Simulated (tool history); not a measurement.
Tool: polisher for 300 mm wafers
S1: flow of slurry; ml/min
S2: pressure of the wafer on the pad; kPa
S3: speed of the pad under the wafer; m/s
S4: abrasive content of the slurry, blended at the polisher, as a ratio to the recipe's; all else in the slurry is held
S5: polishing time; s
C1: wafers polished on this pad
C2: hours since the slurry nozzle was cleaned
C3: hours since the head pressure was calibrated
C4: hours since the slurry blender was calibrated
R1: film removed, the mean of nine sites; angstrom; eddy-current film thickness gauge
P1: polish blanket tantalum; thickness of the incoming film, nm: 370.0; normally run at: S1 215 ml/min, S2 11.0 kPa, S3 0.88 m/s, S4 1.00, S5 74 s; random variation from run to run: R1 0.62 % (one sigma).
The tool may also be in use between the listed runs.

run 1 hour=5.6 | S1=215 S2=11.0 S3=0.88 S4=1.00 S5=74 | C1=1151 C2=209.4 C3=231.5 C4=198.9 | R1=856.40
run 2 hour=12.8 | S1=215 S2=11.0 S3=0.88 S4=1.00 S5=98 | C1=1239 C2=216.6 C3=238.7 C4=206.1 | R1=1148.00
run 3 hour=18.7 | S1=215 S2=11.0 S3=0.88 S4=1.00 S5=74 | C1=1311 C2=222.5 C3=244.6 C4=212.0 | R1=862.05
run 4 hour=25.6 | S1=215 S2=11.0 S3=0.88 S4=0.55 S5=74 | C1=1396 C2=229.4 C3=251.5 C4=218.9 | R1=701.52
run 5 hour=30.7 | S1=215 S2=11.0 S3=0.88 S4=1.00 S5=74 | C1=1458 C2=234.5 C3=256.6 C4=224.0 | R1=858.92
run 6 hour=40.8 | S1=215 S2=11.0 S3=0.88 S4=1.00 S5=74 | C1=1582 C2=244.6 C3=266.7 C4=234.1 | R1=854.96
run 7 hour=50.7 | S1=215 S2=11.0 S3=1.26 S4=1.00 S5=74 | C1=1704 C2=254.5 C3=276.6 C4=244.0 | R1=1247.60
run 8 hour=59.5 | S1=215 S2=11.0 S3=0.88 S4=1.00 S5=33 | C1=1812 C2=263.3 C3=285.4 C4=252.8 | R1=381.97
run 9 hour=64.7 | S1=330 S2=11.0 S3=0.88 S4=1.00 S5=74 | C1=1875 C2=268.5 C3=290.6 C4=258.0 | R1=899.88
run 10 hour=71.2 | S1=215 S2=11.0 S3=0.88 S4=1.45 S5=74 | C1=1955 C2=275.0 C3=297.1 C4=264.5 | R1=941.75
run 11 hour=76.4 | S1=215 S2=14.5 S3=0.88 S4=0.65 S5=74 | C1=2019 C2=280.2 C3=302.3 C4=269.7 | R1=972.43
run 12 hour=80.8 | S1=215 S2=17.2 S3=0.88 S4=1.00 S5=74 | C1=2073 C2=284.6 C3=306.7 C4=274.1 | R1=1343.50
run 13 hour=85.4 | S1=215 S2=4.8 S3=0.88 S4=1.00 S5=74 | C1=2129 C2=289.2 C3=311.3 C4=278.7 | R1=377.02
run 14 hour=90.6 | S1=215 S2=11.0 S3=0.88 S4=1.00 S5=74 | C1=2193 C2=294.4 C3=316.5 C4=283.9 | R1=857.41
run 15 hour=99.2 | S1=215 S2=11.0 S3=0.40 S4=1.00 S5=74 | C1=2298 C2=303.0 C3=325.1 C4=292.5 | R1=389.02
run 16 hour=107.8 | S1=130 S2=11.0 S3=0.88 S4=1.00 S5=74 | C1=2404 C2=311.6 C3=333.7 C4=301.1 | R1=790.52
run 17 hour=117.4 | S1=215 S2=11.0 S3=0.88 S4=1.00 S5=74 | C1=2522 C2=321.2 C3=343.3 C4=310.7 | R1=867.03
run 18 hour=123.5 | S1=215 S2=11.0 S3=0.88 S4=1.00 S5=74 | C1=2596 C2=327.3 C3=349.4 C4=316.8 | R1=844.31
run 19 hour=128.5 | S1=215 S2=11.0 S3=0.88 S4=1.00 S5=74 | C1=2658 C2=332.3 C3=354.4 C4=321.8 | R1=834.81
run 20 hour=133.7 | S1=215 S2=11.0 S3=0.88 S4=1.00 S5=74 | C1=2721 C2=337.5 C3=359.6 C4=327.0 | R1=805.90
run 21 hour=141.5 | S1=215 S2=11.0 S3=0.88 S4=1.00 S5=74 | C1=2817 C2=345.3 C3=367.4 C4=334.8 | R1=812.32
run 22 hour=148.0 | S1=215 S2=11.0 S3=0.88 S4=1.00 S5=74 | C1=2897 C2=351.8 C3=373.9 C4=341.3 | R1=793.27
run 23 hour=154.9 | S1=215 S2=11.0 S3=0.88 S4=1.00 S5=74 | C1=2981 C2=358.7 C3=380.8 C4=348.2 | R1=799.08
-- hour=157.7 head pressure recalibrated
-- hour=160.6 worn pad replaced by a new one
run 24 hour=160.6 | S1=215 S2=11.0 S3=0.88 S4=1.00 S5=74 | C1=0 C2=364.4 C3=3.0 C4=353.9 | R1=793.68
run 25 hour=166.1 | S1=215 S2=11.0 S3=0.88 S4=1.00 S5=74 | C1=68 C2=369.9 C3=8.5 C4=359.4 | R1=793.09
run 26 hour=170.7 | S1=215 S2=11.0 S3=0.88 S4=1.00 S5=74 | C1=124 C2=374.5 C3=13.1 C4=364.0 | R1=791.08
run 27 hour=178.7 | S1=215 S2=11.0 S3=0.88 S4=1.00 S5=74 | C1=222 C2=382.5 C3=21.1 C4=372.0 | R1=792.80

What P1 gives has crept away from where it was. These 2 causes fit the log equally well, each at the size given:
A: slurry flow missing at the pad, % = 39.8
B: abrasive missing from the slurry, % = 22.7
The creep began at about hour 117.4.
Why every other cause is out:
removal rate lost through wear of the pad, %: serviced at hour 160.6, which brought nothing back
head's pressure below its setpoint, %: serviced at hour 157.7, which brought nothing back

4 check runs are offered, each on 3 wafers whose results are averaged, their results left as question marks. Which one tells the causes apart?
run check 1 hour=186.7 | S1=310 S2=11.0 S3=0.88 S4=1.45 S5=74 | R1=?
run check 2 hour=186.7 | S1=215 S2=6.9 S3=0.88 S4=1.00 S5=34 | R1=?
run check 3 hour=186.7 | S1=215 S2=11.0 S3=0.42 S4=1.00 S5=74 | R1=?
run check 4 hour=186.7 | S1=325 S2=11.0 S3=0.88 S4=1.00 S5=74 | R1=?

What each check would give under each cause:
check=check_1 result=R1 if_A=923.49 if_B=919.31
check=check_2 result=R1 if_A=227.23 if_B=227.19
check=check_3 result=R1 if_A=377.66 if_B=377.60
check=check_4 result=R1 if_A=847.13 if_B=825.35
How far apart the two closest causes lie, in the result that separates them most: check 1 0.45 %; check 2 0.02 %; check 3 0.02 %; check 4 2.6 %
Check 4 tells the causes apart: in the others they would give nearly the same result.

Then check 4 was run and gave: R1 824.89 angstrom. Which cause is it?

It is B: abrasive missing from the slurry, %.
